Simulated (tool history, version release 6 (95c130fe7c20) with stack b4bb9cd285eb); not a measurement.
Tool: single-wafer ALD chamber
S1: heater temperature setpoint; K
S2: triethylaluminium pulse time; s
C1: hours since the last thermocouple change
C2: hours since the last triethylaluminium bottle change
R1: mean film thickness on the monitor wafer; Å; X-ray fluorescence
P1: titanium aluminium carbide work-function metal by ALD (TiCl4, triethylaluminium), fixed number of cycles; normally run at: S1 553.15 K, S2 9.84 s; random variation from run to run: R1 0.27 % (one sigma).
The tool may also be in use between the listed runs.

{"run": 1, "hour": 8.2, "S1": 553.15, "S2": 9.84, "C1": 491.2, "C2": 438.7, "R1": 18.409}
{"run": 2, "hour": 22.5, "S1": 536.15, "S2": 13.15, "C1": 505.5, "C2": 453.0, "R1": 17.317}
{"run": 3, "hour": 35.1, "S1": 553.15, "S2": 9.84, "C1": 518.1, "C2": 465.6, "R1": 18.482}
{"run": 4, "hour": 46.6, "S1": 553.15, "S2": 14.55, "C1": 529.6, "C2": 477.1, "R1": 18.894}
{"run": 5, "hour": 55.5, "S1": 553.15, "S2": 3.32, "C1": 538.5, "C2": 486.0, "R1": 12.972}
{"run": 6, "hour": 68.6, "S1": 553.15, "S2": 9.84, "C1": 551.6, "C2": 499.1, "R1": 18.423}
{"run": 7, "hour": 84.8, "S1": 553.15, "S2": 9.84, "C1": 567.8, "C2": 515.3, "R1": 18.395}
{"run": 8, "hour": 92.8, "S1": 553.15, "S2": 9.84, "C1": 575.8, "C2": 523.3, "R1": 18.314}
{"run": 9, "hour": 103.2, "S1": 553.15, "S2": 9.84, "C1": 586.2, "C2": 533.7, "R1": 18.415}
{"run": 10, "hour": 117.9, "S1": 553.15, "S2": 9.84, "C1": 600.9, "C2": 548.4, "R1": 18.421}
{"run": 11, "hour": 132.0, "S1": 530.15, "S2": 9.84, "C1": 615.0, "C2": 562.5, "R1": 16.507}
{"run": 12, "hour": 141.9, "S1": 578.15, "S2": 9.84, "C1": 624.9, "C2": 572.4, "R1": 20.592}
{"run": 13, "hour": 151.3, "S1": 553.15, "S2": 9.84, "C1": 634.3, "C2": 581.8, "R1": 18.418}
{"run": 14, "hour": 162.4, "S1": 553.15, "S2": 9.84, "C1": 645.4, "C2": 592.9, "R1": 18.183}
{"run": 15, "hour": 176.8, "S1": 553.15, "S2": 9.84, "C1": 659.8, "C2": 607.3, "R1": 18.009}
{"run": 16, "hour": 186.3, "S1": 553.15, "S2": 9.84, "C1": 669.3, "C2": 616.8, "R1": 17.949}
{"run": 17, "hour": 194.2, "S1": 553.15, "S2": 9.84, "C1": 677.2, "C2": 624.7, "R1": 17.908}
{"run": 18, "hour": 208.1, "S1": 553.15, "S2": 9.84, "C1": 691.1, "C2": 638.6, "R1": 17.8}
{"run": 19, "hour": 219.9, "S1": 553.15, "S2": 9.84, "C1": 702.9, "C2": 650.4, "R1": 17.938}

What P1 gives has crept away from where it was. These 2 causes fit the log equally well, each at the size given:
A: wafer temperature below the value expected at the setpoint (K) = 5.86
B: triethylaluminium dose below that of a fresh bottle (%) = 17
The creep began at about hour 151.3.

4 check runs are offered, one wafer each, their results left as question marks. Which one tells the causes apart?
{"run": "check 1", "hour": 231.7, "S1": 572.15, "S2": 9.84, "R1": "?"}
{"run": "check 2", "hour": 231.7, "S1": 532.15, "S2": 9.84, "R1": "?"}
{"run": "check 3", "hour": 231.7, "S1": 530.15, "S2": 9.84, "R1": "?"}
{"run": "check 4", "hour": 231.7, "S1": 573.15, "S2": 4.36, "R1": "?"}

What each check would give under each cause:
check=check_1 result=R1 if_A=19.545 if_B=19.512
check=check_2 result=R1 if_A=16.138 if_B=16.176
check=check_3 result=R1 if_A=15.972 if_B=16.013
check=check_4 result=R1 if_A=15.797 if_B=14.859
How far apart the two closest causes lie, in the result that separates them most: check 1 0.17 %; check 2 0.24 %; check 3 0.26 %; check 4 6.12 %
Only check 4 tells the causes apart: in the others they would give nearly the same result.

Check 4 was then run and gave: R1 15.721 Å. Which cause is it?

It is A: wafer temperature below the value expected at the setpoint (K).
